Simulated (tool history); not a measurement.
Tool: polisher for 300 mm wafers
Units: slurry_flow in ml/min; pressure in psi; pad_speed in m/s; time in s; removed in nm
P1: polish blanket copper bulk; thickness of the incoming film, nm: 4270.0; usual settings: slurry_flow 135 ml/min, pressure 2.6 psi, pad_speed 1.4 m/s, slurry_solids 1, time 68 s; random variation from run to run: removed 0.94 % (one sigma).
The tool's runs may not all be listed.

run	day	slurry_flow	pressure	pad_speed	slurry_solids	time	wafers polished on this pad	hours since the slurry nozzle was cleaned	hours since the head pressure was calibrated	hours since the slurry blender was calibrated	removed
1	0.383	135	2.6	1.4	1	68	834	708.2	149.5	124.7	810.85
2	0.692	135	2.6	1.4	1	68	907	715.6	156.9	132.1	788.76
3	1.179	175	2.6	1.72	1	68	1022	727.3	168.6	143.8	1015.9
4	1.55	135	3.7	0.8	1	68	1109	736.2	177.5	152.7	642.11
5	1.808	175	2.6	1.4	1	68	1170	742.4	183.7	158.9	828.05
6	2.15	135	2.6	1.4	1	68	1251	750.6	191.9	167.1	812.25
7	2.492	135	2.6	1.4	1.25	68	1331	758.8	200.1	175.3	842.95
8	2.862	135	2.6	1.4	0.65	68	1419	767.7	209	184.2	738.56
9	3.35	135	2.6	1.4	1	49	1534	779.4	220.7	195.9	586.68
10	3.8	135	3.3	1.4	1	68	1640	790.2	231.5	206.7	1011
11	4.221	135	2.6	1.96	1	68	1739	800.3	241.6	216.8	1145.9
12	4.629	135	2.6	1.4	1	68	1835	810.1	251.4	226.6	794.82
13	5.008	135	1.9	1.4	1	68	1924	819.2	260.5	235.7	582.75
14	5.229	135	2.6	0.7	1	68	1976	824.5	265.8	241	401.94
15	5.467	135	2.6	1.4	1	68	2032	830.2	271.5	246.7	798.59
16	5.708	135	2.6	1.4	1	68	2089	836	277.3	252.5	810.38
17	6.104	135	2.6	1.4	1	104	2183	845.5	286.8	262	1219.2
18	6.504	80	2.6	1.4	1	68	2277	855.1	296.4	271.6	710.3
19	6.933	135	2.6	1.4	1	68	2378	865.4	306.7	281.9	791.37
20	7.254	135	2.6	1.4	1	68	2454	873.1	314.4	289.6	790.71
21	7.65	135	2.6	1.4	1	68	2547	882.6	323.9	299.1	767.83
22	7.983	135	2.6	1.4	1	68	2625	890.6	331.9	307.1	749.3
# day 8.067: slurry blender recalibrated
23	8.221	135	2.6	1.4	1	68	2681	896.3	337.6	3.8	733.07
24	8.7	135	2.6	1.4	1	68	2794	907.8	349.1	15.3	739.38
# day 8.971: head pressure recalibrated
25	9.058	135	2.6	1.4	1	68	2879	916.4	2.2	23.9	730.86
26	9.488	135	2.6	1.4	1	68	2980	926.7	12.5	34.2	730.68
27	9.917	135	2.6	1.4	1	68	3081	937	22.8	44.5	724.67
28	10.146	135	2.6	1.4	1	68	3135	942.5	28.3	50	731.2

What P1 gives has crept away from where it was. These 2 causes fit the log equally well, each at the size given:
A: removal rate lost through wear of the pad, % = 9.6
B: slurry flow missing at the pad, % = 35.2
The creep began at about day 6.933.
Why every other cause is out:
head's pressure below its setpoint, %: serviced at day 8.971, which brought nothing back
abrasive missing from the slurry, %: serviced at day 8.067, which brought nothing back

4 check runs are offered, each on 5 wafers whose results are averaged, their results left as question marks. Which one tells the causes apart?
check 1	10.375	100	2.6	1.4	1	68					?
check 2	10.375	135	2.6	1.4	0.8	68					?
check 3	10.375	135	2.6	0.98	1	97					?
check 4	10.375	135	2.6	1.1	1	68					?

What each check would give under each cause:
check	result	if A	if B
check 1	removed	680.74	660.58
check 2	removed	693.38	693.39
check 3	removed	725.81	725.82
check 4	removed	571.12	571.13
How far apart the two closest causes lie, in the result that separates them most: check 1 3.01 %; check 2 0 %; check 3 0 %; check 4 0 %
Only check 1 tells the causes apart: in the others they would give nearly the same result.

Then check 1 was run and gave: removed 661.37 nm. Which cause is it?

It is B: slurry flow missing at the pad, %.
